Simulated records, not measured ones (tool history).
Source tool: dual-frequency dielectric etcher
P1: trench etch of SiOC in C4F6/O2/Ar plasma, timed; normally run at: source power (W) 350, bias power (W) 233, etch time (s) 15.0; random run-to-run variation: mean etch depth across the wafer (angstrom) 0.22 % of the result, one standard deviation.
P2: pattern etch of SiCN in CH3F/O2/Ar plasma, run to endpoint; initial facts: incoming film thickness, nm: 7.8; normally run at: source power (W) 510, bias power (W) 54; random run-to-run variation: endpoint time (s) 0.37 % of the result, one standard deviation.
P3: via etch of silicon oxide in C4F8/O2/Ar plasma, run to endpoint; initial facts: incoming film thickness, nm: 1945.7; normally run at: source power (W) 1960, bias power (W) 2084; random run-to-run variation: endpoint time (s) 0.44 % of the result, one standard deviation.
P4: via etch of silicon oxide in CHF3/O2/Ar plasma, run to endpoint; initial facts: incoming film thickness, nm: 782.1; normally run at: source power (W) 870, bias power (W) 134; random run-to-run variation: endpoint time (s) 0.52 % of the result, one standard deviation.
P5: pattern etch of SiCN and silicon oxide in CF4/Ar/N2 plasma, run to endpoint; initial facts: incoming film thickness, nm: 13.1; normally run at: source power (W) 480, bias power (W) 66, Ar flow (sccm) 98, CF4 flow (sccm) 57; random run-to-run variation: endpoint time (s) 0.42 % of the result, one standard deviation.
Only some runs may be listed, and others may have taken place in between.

| run | day | process that ran | source power (W) | bias power (W) | etch time (s) | Ar flow (sccm) | CF4 flow (sccm) | hours since the last wet clean | hours since the last source power generator calibration | hours since the last bias power generator calibration | mean etch depth across the wafer (angstrom) | endpoint time (s) |
|---|---|---|---|---|---|---|---|---|---|---|---|---|
| 1 | 0.538 | P1 | 350 | 233 | 15.0 |  |  | 303.2 | 3018.8 | 2132.4 | 330.65 |  |
| 2 | 1.100 | P1 | 350 | 233 | 15.0 |  |  | 316.7 | 3032.3 | 2145.9 | 330.43 |  |
| 3 | 1.433 | P1 | 350 | 233 | 8.5 |  |  | 324.7 | 3040.3 | 2153.9 | 186.32 |  |
| 4 | 1.871 | P1 | 350 | 233 | 15.0 |  |  | 335.2 | 3050.8 | 2164.4 | 329.49 |  |
| 5 | 2.350 | P1 | 350 | 233 | 19.0 |  |  | 346.7 | 3062.3 | 2175.9 | 416.81 |  |
| 6 | 2.608 | P3 | 1580 | 2084 |  |  |  | 352.9 | 3068.5 | 2182.1 |  | 420.650 |
| 7 | 2.946 | P2 | 510 | 54 |  |  |  | 361.0 | 3076.6 | 2190.2 |  | 20.586 |
| 8 | 3.233 | P1 | 350 | 233 | 15.0 |  |  | 367.9 | 3083.5 | 2197.1 | 329.92 |  |
| 9 | 3.700 | P5 | 480 | 66 |  | 98 | 57 | 379.1 | 3094.7 | 2208.3 |  | 15.409 |
| 10 | 4.112 | P5 | 480 | 66 |  | 61 | 57 | 389.0 | 3104.6 | 2218.2 |  | 14.225 |
| 11 | 4.462 | P5 | 480 | 66 |  | 98 | 42 | 397.4 | 3113.0 | 2226.6 |  | 16.155 |
| 12 | 4.971 | P5 | 570 | 66 |  | 98 | 57 | 409.6 | 3125.2 | 2238.8 |  | 13.148 |
| 13 | 5.446 | P4 | 870 | 134 |  |  |  | 421.0 | 3136.6 | 2250.2 |  | 371.360 |
| 14 | 5.733 | P4 | 870 | 95 |  |  |  | 427.9 | 3143.5 | 2257.1 |  | 406.180 |
| 15 | 6.192 | P1 | 480 | 233 | 15.0 |  |  | 438.9 | 3154.5 | 2268.1 | 371.12 |  |
| 16 | 6.742 | P2 | 380 | 54 |  |  |  | 452.1 | 3167.7 | 2281.3 |  | 23.058 |
| 17 | 7.108 | P1 | 350 | 306 | 15.0 |  |  | 460.9 | 3176.5 | 2290.1 | 361.90 |  |
| 18 | 7.442 | P3 | 1960 | 2084 |  |  |  | 468.9 | 3184.5 | 2298.1 |  | 384.920 |
| 19 | 7.788 | P1 | 350 | 179 | 15.0 |  |  | 477.2 | 3192.8 | 2306.4 | 302.91 |  |
|  | 7.892 | wet clean of the chamber |
| 20 | 8.096 | P5 | 480 | 92 |  | 98 | 57 | 5.0 | 3200.2 | 2313.8 |  | 13.582 |
| 21 | 8.492 | P4 | 670 | 134 |  |  |  | 14.5 | 3209.7 | 2323.3 |  | 409.630 |
| 22 | 8.975 | P2 | 510 | 38 |  |  |  | 26.1 | 3221.3 | 2334.9 |  | 23.058 |
| 23 | 9.342 | P1 | 440 | 174 | 15.0 |  |  | 34.9 | 3230.1 | 2343.7 | 327.23 |  |
| 24 | 9.633 | P3 | 1960 | 1424 |  |  |  | 41.9 | 3237.1 | 2350.7 |  | 429.710 |
| 25 | 10.154 | P1 | 350 | 233 | 15.0 |  |  | 54.4 | 3249.6 | 2363.2 | 330.64 |  |
| 26 | 10.633 | P1 | 220 | 233 | 15.0 |  |  | 65.9 | 3261.1 | 2374.7 | 276.60 |  |
| 27 | 11.050 | P3 | 1960 | 2084 |  |  |  | 75.9 | 3271.1 | 2384.7 |  | 386.430 |
| 28 | 11.492 | P4 | 870 | 134 |  |  |  | 86.5 | 3281.7 | 2395.3 |  | 371.580 |
| 29 | 11.829 | P1 | 350 | 233 | 15.0 |  |  | 94.6 | 3289.8 | 2403.4 | 330.17 |  |
| 30 | 12.275 | P1 | 350 | 233 | 15.0 |  |  | 105.3 | 3300.5 | 2414.1 | 328.09 |  |
| 31 | 12.600 | P1 | 350 | 233 | 15.0 |  |  | 113.1 | 3308.3 | 2421.9 | 326.57 |  |
| 32 | 13.112 | P1 | 350 | 233 | 15.0 |  |  | 125.4 | 3320.6 | 2434.2 | 326.40 |  |
| 33 | 13.550 | P1 | 350 | 233 | 15.0 |  |  | 135.9 | 3331.1 | 2444.7 | 324.94 |  |
|  | 13.817 | wet clean of the chamber |
| 34 | 13.904 | P1 | 350 | 233 | 15.0 |  |  | 2.1 | 3339.6 | 2453.2 | 326.37 |  |
| 35 | 14.471 | P1 | 350 | 233 | 15.0 |  |  | 15.7 | 3353.2 | 2466.8 | 325.96 |  |
| 36 | 14.771 | P1 | 350 | 233 | 15.0 |  |  | 22.9 | 3360.4 | 2474.0 | 325.42 |  |
| 37 | 15.175 | P1 | 350 | 233 | 15.0 |  |  | 32.6 | 3370.1 | 2483.7 | 326.19 |  |
| 38 | 15.729 | P1 | 350 | 233 | 15.0 |  |  | 45.9 | 3383.4 | 2497.0 | 323.98 |  |
| 39 | 16.254 | P1 | 350 | 233 | 15.0 |  |  | 58.5 | 3396.0 | 2509.6 | 323.61 |  |

What P1 gives has crept away from where it was. These 2 causes fit the log equally well, each at the size given:
A: bias power that arrives under what is set, % = 4.6
B: source power that arrives under what is set, % = 4.05
The drift started at roughly day 11.829.
Each remaining cause and why it is not a fit:
chamber walls in a state that lowers the etch rate, %: was serviced at day 13.817, once the creep was under way, yet the earlier output never came back

Of the 4 check runs below, each run on 3 wafers with the results averaged and each result still a question mark, which one would tell the listed causes apart?
| check 1 | 16.779 | P4 | 870 | 134 |  |  |  |  |  |  |  | ? |
| check 2 | 16.779 | P5 | 480 | 66 |  | 98 | 57 |  |  |  |  | ? |
| check 3 | 16.779 | P3 | 1960 | 2084 |  |  |  |  |  |  |  | ? |
| check 4 | 16.779 | P2 | 510 | 54 |  |  |  |  |  |  |  | ? |

If the cause were each of the candidates in turn, the checks would give the following:
| check | result | if A | if B |
|---|---|---|---|
| check 1 | endpoint time (s) | 375.670 | 376.390 |
| check 2 | endpoint time (s) | 15.547 | 15.870 |
| check 3 | endpoint time (s) | 390.300 | 391.450 |
| check 4 | endpoint time (s) | 21.005 | 21.022 |
How far apart the two closest causes lie, in the result that separates them most: check 1 0.19 %; check 2 2.06 %; check 3 0.29 %; check 4 0.08 %
Only in check 2 would the causes give clearly different results; in the remaining checks their results would be nearly the same.

The results of check 2 are: endpoint time (s) 15.532. Based on these, which of the listed causes is it?

A is the cause: bias power that arrives under what is set, %.

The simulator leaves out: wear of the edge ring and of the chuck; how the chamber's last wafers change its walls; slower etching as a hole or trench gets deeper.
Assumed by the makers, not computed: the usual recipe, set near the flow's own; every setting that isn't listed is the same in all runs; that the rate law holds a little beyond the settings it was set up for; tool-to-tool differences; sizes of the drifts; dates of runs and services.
